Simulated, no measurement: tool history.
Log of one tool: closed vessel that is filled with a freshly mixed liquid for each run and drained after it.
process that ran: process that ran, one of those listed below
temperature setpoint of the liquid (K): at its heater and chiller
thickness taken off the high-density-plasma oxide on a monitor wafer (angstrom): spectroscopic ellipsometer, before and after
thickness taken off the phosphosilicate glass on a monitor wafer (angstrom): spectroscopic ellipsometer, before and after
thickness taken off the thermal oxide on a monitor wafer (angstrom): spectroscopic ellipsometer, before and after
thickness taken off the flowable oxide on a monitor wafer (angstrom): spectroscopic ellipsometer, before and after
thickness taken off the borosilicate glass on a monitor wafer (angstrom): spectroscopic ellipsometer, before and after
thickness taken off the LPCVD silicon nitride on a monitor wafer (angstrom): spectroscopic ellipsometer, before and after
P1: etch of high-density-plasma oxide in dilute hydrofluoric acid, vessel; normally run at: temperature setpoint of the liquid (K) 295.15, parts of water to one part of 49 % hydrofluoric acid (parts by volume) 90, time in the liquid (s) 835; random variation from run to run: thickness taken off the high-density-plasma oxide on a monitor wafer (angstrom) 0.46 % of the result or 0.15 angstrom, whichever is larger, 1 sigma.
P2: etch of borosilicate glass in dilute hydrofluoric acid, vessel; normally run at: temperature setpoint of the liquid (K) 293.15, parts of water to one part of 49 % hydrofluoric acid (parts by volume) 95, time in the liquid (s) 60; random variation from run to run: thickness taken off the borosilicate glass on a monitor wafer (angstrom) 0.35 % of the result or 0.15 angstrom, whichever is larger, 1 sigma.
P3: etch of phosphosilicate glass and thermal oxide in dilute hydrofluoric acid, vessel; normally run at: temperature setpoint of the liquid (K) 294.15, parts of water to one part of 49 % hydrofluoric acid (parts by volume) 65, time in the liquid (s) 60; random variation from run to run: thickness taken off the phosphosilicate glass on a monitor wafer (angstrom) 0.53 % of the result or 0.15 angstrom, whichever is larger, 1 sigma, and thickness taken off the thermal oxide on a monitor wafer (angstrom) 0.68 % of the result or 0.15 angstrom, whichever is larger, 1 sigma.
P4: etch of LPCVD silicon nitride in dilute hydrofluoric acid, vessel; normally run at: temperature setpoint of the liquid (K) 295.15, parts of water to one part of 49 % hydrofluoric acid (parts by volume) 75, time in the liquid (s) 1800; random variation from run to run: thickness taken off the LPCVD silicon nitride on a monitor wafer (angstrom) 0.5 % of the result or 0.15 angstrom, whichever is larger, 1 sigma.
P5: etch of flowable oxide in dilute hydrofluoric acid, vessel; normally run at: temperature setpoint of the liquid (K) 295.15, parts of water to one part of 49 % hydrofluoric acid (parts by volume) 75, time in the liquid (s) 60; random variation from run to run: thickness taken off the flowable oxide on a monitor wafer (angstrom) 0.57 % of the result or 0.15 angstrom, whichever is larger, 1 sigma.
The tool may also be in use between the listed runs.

| run | hour | process that ran | temperature setpoint of the liquid (K) | parts of water to one part of 49 % hydrofluoric acid (parts by volume) | time in the liquid (s) | hours since the thermometer was replaced | hours since the hydrofluoric acid flow meter was replaced | thickness taken off the high-density-plasma oxide on a monitor wafer (angstrom) | thickness taken off the phosphosilicate glass on a monitor wafer (angstrom) | thickness taken off the thermal oxide on a monitor wafer (angstrom) | thickness taken off the flowable oxide on a monitor wafer (angstrom) | thickness taken off the borosilicate glass on a monitor wafer (angstrom) | thickness taken off the LPCVD silicon nitride on a monitor wafer (angstrom) |
|---|---|---|---|---|---|---|---|---|---|---|---|---|---|
| 1 | 12.0 | P1 | 295.15 | 90 | 835 | 870.4 | 840.6 | 489.710 |  |  |  |  |  |
| 2 | 17.7 | P3 | 294.15 | 65 | 90 | 876.1 | 846.3 |  | 1322.70 | 57.714 |  |  |  |
| 3 | 29.2 | P3 | 290.15 | 65 | 60 | 887.6 | 857.8 |  | 744.24 | 32.729 |  |  |  |
| 4 | 39.0 | P1 | 295.15 | 130 | 1580 | 897.4 | 867.6 | 612.490 |  |  |  |  |  |
| 5 | 46.2 | P1 | 295.15 | 20 | 835 | 904.6 | 874.8 | 2418.200 |  |  |  |  |  |
| 6 | 53.4 | P1 | 295.15 | 90 | 835 | 911.8 | 882.0 | 492.760 |  |  |  |  |  |
|  | 58.3 | thermometer replaced |
| 7 | 61.6 | P5 | 295.15 | 25 | 60 | 3.3 | 890.2 |  |  |  | 1610.10 |  |  |
| 8 | 69.4 | P1 | 295.15 | 90 | 835 | 11.1 | 898.0 | 491.660 |  |  |  |  |  |
| 9 | 76.6 | P2 | 290.15 | 95 | 60 | 18.3 | 905.2 |  |  |  |  | 267.57 |  |
| 10 | 85.5 | P5 | 295.15 | 75 | 60 | 27.2 | 914.1 |  |  |  | 504.48 |  |  |
| 11 | 92.9 | P3 | 294.15 | 100 | 60 | 34.6 | 921.5 |  | 555.74 | 24.133 |  |  |  |
| 12 | 98.2 | P4 | 295.15 | 75 | 490 | 39.9 | 926.8 |  |  |  |  |  | 28.767 |
| 13 | 108.6 | P5 | 295.15 | 75 | 30 | 50.3 | 937.2 |  |  |  | 253.42 |  |  |
| 14 | 117.3 | P2 | 293.15 | 95 | 90 | 59.0 | 945.9 |  |  |  |  | 451.47 |  |
| 15 | 129.6 | P2 | 293.15 | 95 | 60 | 71.3 | 958.2 |  |  |  |  | 301.73 |  |
| 16 | 137.0 | P4 | 295.15 | 75 | 1800 | 78.7 | 965.6 |  |  |  |  |  | 105.540 |
| 17 | 143.7 | P3 | 294.15 | 65 | 60 | 85.4 | 972.3 |  | 884.76 | 38.895 |  |  |  |
| 18 | 155.2 | P1 | 295.15 | 90 | 835 | 96.9 | 983.8 | 488.790 |  |  |  |  |  |
| 19 | 163.3 | P4 | 295.15 | 45 | 1800 | 105.0 | 991.9 |  |  |  |  |  | 173.660 |
| 20 | 174.9 | P5 | 295.15 | 75 | 60 | 116.6 | 1003.5 |  |  |  | 501.98 |  |  |
| 21 | 185.6 | P2 | 293.15 | 45 | 60 | 127.3 | 1014.2 |  |  |  |  | 674.17 |  |
| 22 | 193.5 | P1 | 295.15 | 90 | 835 | 135.2 | 1022.1 | 487.210 |  |  |  |  |  |
| 23 | 204.0 | P1 | 295.15 | 90 | 1580 | 145.7 | 1032.6 | 926.610 |  |  |  |  |  |
| 24 | 213.6 | P1 | 295.15 | 125 | 835 | 155.3 | 1042.2 | 339.380 |  |  |  |  |  |
| 25 | 219.2 | P1 | 290.15 | 90 | 1445 | 160.9 | 1047.8 | 682.780 |  |  |  |  |  |
| 26 | 226.8 | P1 | 290.15 | 90 | 835 | 168.5 | 1055.4 | 400.760 |  |  |  |  |  |
| 27 | 238.0 | P1 | 295.15 | 155 | 1270 | 179.7 | 1066.6 | 400.850 |  |  |  |  |  |
| 28 | 248.7 | P1 | 295.15 | 90 | 150 | 190.4 | 1077.3 | 87.671 |  |  |  |  |  |
| 29 | 254.5 | P4 | 299.15 | 75 | 1800 | 196.2 | 1083.1 |  |  |  |  |  | 137.030 |
| 30 | 262.8 | P2 | 293.15 | 95 | 60 | 204.5 | 1091.4 |  |  |  |  | 301.98 |  |
| 31 | 269.8 | P5 | 290.15 | 75 | 60 | 211.5 | 1098.4 |  |  |  | 408.50 |  |  |
| 32 | 280.9 | P1 | 301.15 | 90 | 835 | 222.6 | 1109.5 | 617.160 |  |  |  |  |  |
| 33 | 290.1 | P1 | 295.15 | 90 | 835 | 231.8 | 1118.7 | 487.520 |  |  |  |  |  |
| 34 | 301.2 | P1 | 295.15 | 90 | 835 | 242.9 | 1129.8 | 474.780 |  |  |  |  |  |
| 35 | 306.9 | P1 | 295.15 | 90 | 835 | 248.6 | 1135.5 | 464.150 |  |  |  |  |  |
| 36 | 313.0 | P1 | 295.15 | 90 | 835 | 254.7 | 1141.6 | 465.190 |  |  |  |  |  |
| 37 | 318.4 | P1 | 295.15 | 90 | 835 | 260.1 | 1147.0 | 458.290 |  |  |  |  |  |
| 38 | 328.5 | P1 | 295.15 | 90 | 835 | 270.2 | 1157.1 | 461.770 |  |  |  |  |  |
| 39 | 337.1 | P1 | 295.15 | 90 | 835 | 278.8 | 1165.7 | 457.540 |  |  |  |  |  |
| 40 | 346.5 | P1 | 295.15 | 90 | 835 | 288.2 | 1175.1 | 453.900 |  |  |  |  |  |
| 41 | 358.3 | P1 | 295.15 | 90 | 835 | 300.0 | 1186.9 | 454.640 |  |  |  |  |  |
| 42 | 368.3 | P1 | 295.15 | 90 | 835 | 310.0 | 1196.9 | 454.440 |  |  |  |  |  |
| 43 | 377.7 | P1 | 295.15 | 90 | 835 | 319.4 | 1206.3 | 451.700 |  |  |  |  |  |
| 44 | 383.1 | P1 | 295.15 | 90 | 835 | 324.8 | 1211.7 | 455.030 |  |  |  |  |  |

What P1 gives has crept away from where it was. These 2 causes fit the log equally well, each at the size given:
A: liquid colder than its thermometer reads (K) = 1.92
B: hydrofluoric acid flow below the setpoint (%) = 6.82
The creep began at about hour 290.1.

4 check runs are offered, one wafer each, their results left as question marks. Which one tells the causes apart?
| check 1 | 388.5 | P3 | 294.15 | 65 | 60 |  |  |  | ? | ? |  |  |  |
| check 2 | 388.5 | P4 | 295.15 | 75 | 1800 |  |  |  |  |  |  |  | ? |
| check 3 | 388.5 | P2 | 293.15 | 95 | 60 |  |  |  |  |  |  | ? |  |
| check 4 | 388.5 | P5 | 295.15 | 75 | 60 |  |  |  |  |  | ? |  |  |

What each check would give under each cause:
| check | result | if A | if B |
|---|---|---|---|
| check 1 | thickness taken off the phosphosilicate glass on a monitor wafer (angstrom) | 819.05 | 822.57 |
| check 1 | thickness taken off the thermal oxide on a monitor wafer (angstrom) | 35.477 | 35.629 |
| check 2 | thickness taken off the LPCVD silicon nitride on a monitor wafer (angstrom) | 91.876 | 97.724 |
| check 3 | thickness taken off the borosilicate glass on a monitor wafer (angstrom) | 278.33 | 278.72 |
| check 4 | thickness taken off the flowable oxide on a monitor wafer (angstrom) | 464.70 | 465.70 |
How far apart the two closest causes lie, in the result that separates them most: check 1 0.43 %; check 2 6.17 %; check 3 0.14 %; check 4 0.22 %
Check 2 tells the causes apart: in the others they would give nearly the same result.

Then check 2 was run and gave: thickness taken off the LPCVD silicon nitride on a monitor wafer (angstrom) 91.770. Which cause is it?

It is A: liquid colder than its thermometer reads (K).
